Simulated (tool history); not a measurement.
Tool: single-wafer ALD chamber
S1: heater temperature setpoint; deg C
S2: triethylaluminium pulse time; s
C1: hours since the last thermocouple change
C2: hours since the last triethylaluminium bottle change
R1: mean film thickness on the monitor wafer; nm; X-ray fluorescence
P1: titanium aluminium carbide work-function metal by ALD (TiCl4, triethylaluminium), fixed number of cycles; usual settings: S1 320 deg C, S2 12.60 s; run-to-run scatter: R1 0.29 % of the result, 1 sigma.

Run 1, day 0.338: S1 320 deg C, S2 12.60 s; C1 1778.6; C2 281.3. Result: R1 2.1978 nm.
Run 2, day 0.612: S1 320 deg C, S2 12.60 s; C1 1785.2; C2 287.9. Result: R1 2.2083 nm.
Run 3, day 0.804: S1 330 deg C, S2 15.87 s; C1 1789.8; C2 292.5. Result: R1 2.3062 nm.
Run 4, day 1.092: S1 320 deg C, S2 12.60 s; C1 1796.7; C2 299.4. Result: R1 2.2058 nm.
Run 5, day 1.446: S1 320 deg C, S2 5.83 s; C1 1805.2; C2 307.9. Result: R1 1.9298 nm.
Run 6, day 1.742: S1 345 deg C, S2 12.60 s; C1 1812.3; C2 315.0. Result: R1 2.4335 nm.
Run 7, day 1.996: S1 303 deg C, S2 17.59 s; C1 1818.4; C2 321.1. Result: R1 2.0722 nm.
Run 8, day 2.325: S1 320 deg C, S2 12.60 s; C1 1826.3; C2 329.0. Result: R1 2.1847 nm.
Run 9, day 2.521: S1 320 deg C, S2 12.60 s; C1 1831.0; C2 333.7. Result: R1 2.2049 nm.
Run 10, day 2.896: S1 320 deg C, S2 12.60 s; C1 1840.0; C2 342.7. Result: R1 2.1997 nm.
Run 11, day 3.133: S1 342 deg C, S2 18.74 s; C1 1845.7; C2 348.4. Result: R1 2.4196 nm.
Run 12, day 3.512: S1 300 deg C, S2 12.60 s; C1 1854.8; C2 357.5. Result: R1 2.0191 nm.
Run 13, day 3.883: S1 320 deg C, S2 17.33 s; C1 1863.7; C2 366.4. Result: R1 2.2290 nm.
Run 14, day 4.200: S1 320 deg C, S2 12.60 s; C1 1871.3; C2 374.0. Result: R1 2.2032 nm.
Run 15, day 4.575: S1 320 deg C, S2 12.60 s; C1 1880.3; C2 383.0. Result: R1 2.2062 nm.
Run 16, day 4.925: S1 320 deg C, S2 12.60 s; C1 1888.7; C2 391.4. Result: R1 2.1777 nm.
Run 17, day 5.104: S1 320 deg C, S2 12.60 s; C1 1893.0; C2 395.7. Result: R1 2.1783 nm.
Run 18, day 5.425: S1 320 deg C, S2 12.60 s; C1 1900.7; C2 403.4. Result: R1 2.1562 nm.
Run 19, day 5.625: S1 320 deg C, S2 12.60 s; C1 1905.5; C2 408.2. Result: R1 2.1639 nm.
Run 20, day 5.988: S1 320 deg C, S2 12.60 s; C1 1914.2; C2 416.9. Result: R1 2.1565 nm.
Run 21, day 6.267: S1 320 deg C, S2 12.60 s; C1 1920.9; C2 423.6. Result: R1 2.1481 nm.
Run 22, day 6.633: S1 320 deg C, S2 12.60 s; C1 1929.7; C2 432.4. Result: R1 2.1532 nm.

What P1 gives has crept away from where it was. These 2 causes fit the log equally well, each at the size given:
A: wafer temperature below the value expected at the setpoint (K) = 5.31
B: triethylaluminium dose below that of a fresh bottle (%) = 22.3
The creep began at about day 4.575.

4 check runs are offered, one wafer each, their results left as question marks. Which one tells the causes apart?
Run check 1, day 7.000: S1 340 deg C, S2 12.60 s. Result: R1 ?.
Run check 2, day 7.000: S1 320 deg C, S2 7.36 s. Result: R1 ?.
Run check 3, day 7.000: S1 338 deg C, S2 12.60 s. Result: R1 ?.
Run check 4, day 7.000: S1 304 deg C, S2 12.60 s. Result: R1 ?.

What each check would give under each cause:
  check  result    if A    if B
check 1      R1  2.3311  2.3278
check 2      R1  2.0081  1.9181
check 3      R1  2.3131  2.3102
check 4      R1  2.0107  2.0132
How far apart the two closest causes lie, in the result that separates them most: check 1 0.14 %; check 2 4.58 %; check 3 0.13 %; check 4 0.12 %
Only check 2 tells the causes apart: in the others they would give nearly the same result.

Then check 2 was run and gave: R1 2.0034 nm. Which cause is it?

It is A: wafer temperature below the value expected at the setpoint (K).

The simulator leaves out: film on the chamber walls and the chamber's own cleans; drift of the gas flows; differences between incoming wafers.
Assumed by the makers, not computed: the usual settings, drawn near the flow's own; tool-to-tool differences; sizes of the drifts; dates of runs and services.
